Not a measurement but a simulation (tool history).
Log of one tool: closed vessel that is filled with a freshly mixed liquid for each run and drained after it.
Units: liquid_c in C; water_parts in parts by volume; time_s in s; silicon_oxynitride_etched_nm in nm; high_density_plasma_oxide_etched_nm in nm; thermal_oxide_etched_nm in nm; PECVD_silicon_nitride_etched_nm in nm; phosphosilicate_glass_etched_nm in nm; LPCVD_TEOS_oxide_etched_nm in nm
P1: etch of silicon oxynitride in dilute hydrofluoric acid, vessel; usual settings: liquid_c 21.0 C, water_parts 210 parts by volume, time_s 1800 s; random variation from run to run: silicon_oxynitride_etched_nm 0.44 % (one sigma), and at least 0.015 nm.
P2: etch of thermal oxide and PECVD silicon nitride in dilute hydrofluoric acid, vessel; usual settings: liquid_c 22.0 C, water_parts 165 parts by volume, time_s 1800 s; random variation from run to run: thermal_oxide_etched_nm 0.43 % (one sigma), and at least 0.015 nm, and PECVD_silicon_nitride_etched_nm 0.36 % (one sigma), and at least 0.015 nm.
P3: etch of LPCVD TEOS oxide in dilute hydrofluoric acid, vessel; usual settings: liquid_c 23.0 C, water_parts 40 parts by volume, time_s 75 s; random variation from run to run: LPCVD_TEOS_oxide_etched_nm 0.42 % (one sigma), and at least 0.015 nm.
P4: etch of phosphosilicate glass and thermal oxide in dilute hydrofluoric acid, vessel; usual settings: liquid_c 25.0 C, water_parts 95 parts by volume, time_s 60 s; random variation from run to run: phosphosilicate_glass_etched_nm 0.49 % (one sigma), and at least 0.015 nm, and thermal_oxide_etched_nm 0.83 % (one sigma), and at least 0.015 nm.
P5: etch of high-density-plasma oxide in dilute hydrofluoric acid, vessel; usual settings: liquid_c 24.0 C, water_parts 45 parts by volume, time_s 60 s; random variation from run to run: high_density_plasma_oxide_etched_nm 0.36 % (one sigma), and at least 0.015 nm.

| run | hour | process | liquid_c | water_parts | time_s | hours since the thermometer was replaced | hours since the hydrofluoric acid flow meter was replaced | silicon_oxynitride_etched_nm | high_density_plasma_oxide_etched_nm | thermal_oxide_etched_nm | PECVD_silicon_nitride_etched_nm | phosphosilicate_glass_etched_nm | LPCVD_TEOS_oxide_etched_nm |
|---|---|---|---|---|---|---|---|---|---|---|---|---|---|
| 1 | 4.5 | P1 | 21.0 | 210 | 1800 | 1826.7 | 205.3 | 23.2530 |  |  |  |  |  |
| 2 | 7.3 | P1 | 21.0 | 330 | 1800 | 1829.5 | 208.1 | 13.6290 |  |  |  |  |  |
| 3 | 11.8 | P5 | 17.5 | 45 | 60 | 1834.0 | 212.6 |  | 10.779 |  |  |  |  |
|  | 12.9 | hydrofluoric acid flow meter replaced |
| 4 | 15.7 | P5 | 24.0 | 45 | 100 | 1837.9 | 2.8 |  | 23.761 |  |  |  |  |
| 5 | 19.0 | P2 | 22.0 | 165 | 3105 | 1841.2 | 6.1 |  |  | 73.5810 | 96.458 |  |  |
| 6 | 23.7 | P1 | 21.0 | 210 | 1800 | 1845.9 | 10.8 | 23.2210 |  |  |  |  |  |
| 7 | 28.4 | P4 | 25.0 | 95 | 60 | 1850.6 | 15.5 |  |  | 3.2114 |  | 79.859 |  |
| 8 | 31.5 | P2 | 22.0 | 55 | 1800 | 1853.7 | 18.6 |  |  | 146.0100 | 163.890 |  |  |
| 9 | 33.9 | P2 | 22.0 | 165 | 1800 | 1856.1 | 21.0 |  |  | 42.3530 | 55.831 |  |  |
| 10 | 38.5 | P3 | 23.0 | 40 | 75 | 1860.7 | 25.6 |  |  |  |  |  | 37.527 |
| 11 | 41.1 | P1 | 21.0 | 210 | 1800 | 1863.3 | 28.2 | 23.0280 |  |  |  |  |  |
| 12 | 43.7 | P3 | 27.0 | 40 | 75 | 1865.9 | 30.8 |  |  |  |  |  | 44.563 |
| 13 | 46.9 | P2 | 26.0 | 165 | 1800 | 1869.1 | 34.0 |  |  | 49.8310 | 72.558 |  |  |
| 14 | 50.4 | P1 | 21.0 | 210 | 1800 | 1872.6 | 37.5 | 23.4190 |  |  |  |  |  |
| 15 | 54.5 | P4 | 25.0 | 140 | 60 | 1876.7 | 41.6 |  |  | 2.0488 |  | 51.485 |  |
| 16 | 57.8 | P1 | 17.0 | 210 | 1800 | 1880.0 | 44.9 | 19.2990 |  |  |  |  |  |
| 17 | 60.3 | P4 | 25.0 | 95 | 120 | 1882.5 | 47.4 |  |  | 6.4014 |  | 161.060 |  |
| 18 | 64.6 | P5 | 24.0 | 45 | 60 | 1886.8 | 51.7 |  | 14.152 |  |  |  |  |
| 19 | 68.4 | P3 | 23.0 | 25 | 75 | 1890.6 | 55.5 |  |  |  |  |  | 61.319 |
| 20 | 70.6 | P3 | 23.0 | 40 | 40 | 1892.8 | 57.7 |  |  |  |  |  | 20.190 |
| 21 | 74.4 | P1 | 21.0 | 210 | 1800 | 1896.6 | 61.5 | 23.0720 |  |  |  |  |  |
| 22 | 76.9 | P5 | 24.0 | 30 | 60 | 1899.1 | 64.0 |  | 21.805 |  |  |  |  |
| 23 | 81.4 | P4 | 33.0 | 95 | 60 | 1903.6 | 68.5 |  |  | 4.3632 |  | 109.780 |  |
| 24 | 84.6 | P1 | 21.0 | 210 | 1800 | 1906.8 | 71.7 | 23.0370 |  |  |  |  |  |
| 25 | 88.7 | P1 | 21.0 | 210 | 1800 | 1910.9 | 75.8 | 23.0300 |  |  |  |  |  |
| 26 | 92.2 | P1 | 21.0 | 210 | 3175 | 1914.4 | 79.3 | 40.9430 |  |  |  |  |  |
| 27 | 94.7 | P1 | 21.0 | 210 | 440 | 1916.9 | 81.8 | 5.7064 |  |  |  |  |  |
| 28 | 98.7 | P1 | 17.0 | 210 | 385 | 1920.9 | 85.8 | 4.0787 |  |  |  |  |  |
| 29 | 103.0 | P1 | 21.0 | 50 | 1800 | 1925.2 | 90.1 | 109.0700 |  |  |  |  |  |
| 30 | 107.7 | P4 | 25.0 | 95 | 60 | 1929.9 | 94.8 |  |  | 3.2474 |  | 80.703 |  |
| 31 | 110.3 | P1 | 26.5 | 210 | 1800 | 1932.5 | 97.4 | 29.6650 |  |  |  |  |  |
| 32 | 113.3 | P3 | 23.0 | 40 | 75 | 1935.5 | 100.4 |  |  |  |  |  | 37.694 |
| 33 | 117.9 | P1 | 21.0 | 210 | 1800 | 1940.1 | 105.0 | 22.9340 |  |  |  |  |  |
| 34 | 121.6 | P1 | 21.0 | 210 | 1800 | 1943.8 | 108.7 | 23.9220 |  |  |  |  |  |
| 35 | 126.4 | P1 | 21.0 | 210 | 1800 | 1948.6 | 113.5 | 24.1500 |  |  |  |  |  |
| 36 | 129.8 | P1 | 21.0 | 210 | 1800 | 1952.0 | 116.9 | 24.3640 |  |  |  |  |  |
| 37 | 132.4 | P1 | 21.0 | 210 | 1800 | 1954.6 | 119.5 | 24.5100 |  |  |  |  |  |
| 38 | 134.6 | P1 | 21.0 | 210 | 1800 | 1956.8 | 121.7 | 24.5210 |  |  |  |  |  |
| 39 | 139.2 | P1 | 21.0 | 210 | 1800 | 1961.4 | 126.3 | 24.5540 |  |  |  |  |  |
| 40 | 144.0 | P1 | 21.0 | 210 | 1800 | 1966.2 | 131.1 | 24.6310 |  |  |  |  |  |
| 41 | 148.7 | P1 | 21.0 | 210 | 1800 | 1970.9 | 135.8 | 24.6740 |  |  |  |  |  |

What P1 gives has crept away from where it was. These 2 causes fit the log equally well, each at the size given:
A: hydrofluoric acid flow above the setpoint (%) = 5.66
B: liquid hotter than its thermometer reads (K) = 1.38
The creep began at about hour 117.9.

4 check runs are offered, one wafer each, their results left as question marks. Which one tells the causes apart?
| check 1 | 153.4 | P2 | 22.0 | 165 | 1800 |  |  |  |  | ? | ? |  |  |
| check 2 | 153.4 | P4 | 25.0 | 95 | 60 |  |  |  |  | ? |  | ? |  |
| check 3 | 153.4 | P3 | 23.0 | 40 | 75 |  |  |  |  |  |  |  | ? |
| check 4 | 153.4 | P5 | 24.0 | 45 | 60 |  |  |  | ? |  |  |  |  |

What each check would give under each cause:
| check | result | if A | if B |
|---|---|---|---|
| check 1 | thermal_oxide_etched_nm | 45.5630 | 45.0350 |
| check 1 | PECVD_silicon_nitride_etched_nm | 58.992 | 61.123 |
| check 2 | thermal_oxide_etched_nm | 3.4253 | 3.3997 |
| check 2 | phosphosilicate_glass_etched_nm | 85.767 | 85.126 |
| check 3 | LPCVD_TEOS_oxide_etched_nm | 39.988 | 39.972 |
| check 4 | high_density_plasma_oxide_etched_nm | 15.047 | 15.024 |
How far apart the two closest causes lie, in the result that separates them most: check 1 3.55 %; check 2 0.75 %; check 3 0.04 %; check 4 0.15 %
Check 1 tells the causes apart: in the others they would give nearly the same result.

Check 1 was then run and gave: thermal_oxide_etched_nm 45.3200 nm; PECVD_silicon_nitride_etched_nm 60.988 nm. Which cause is it?

It is B: liquid hotter than its thermometer reads (K).

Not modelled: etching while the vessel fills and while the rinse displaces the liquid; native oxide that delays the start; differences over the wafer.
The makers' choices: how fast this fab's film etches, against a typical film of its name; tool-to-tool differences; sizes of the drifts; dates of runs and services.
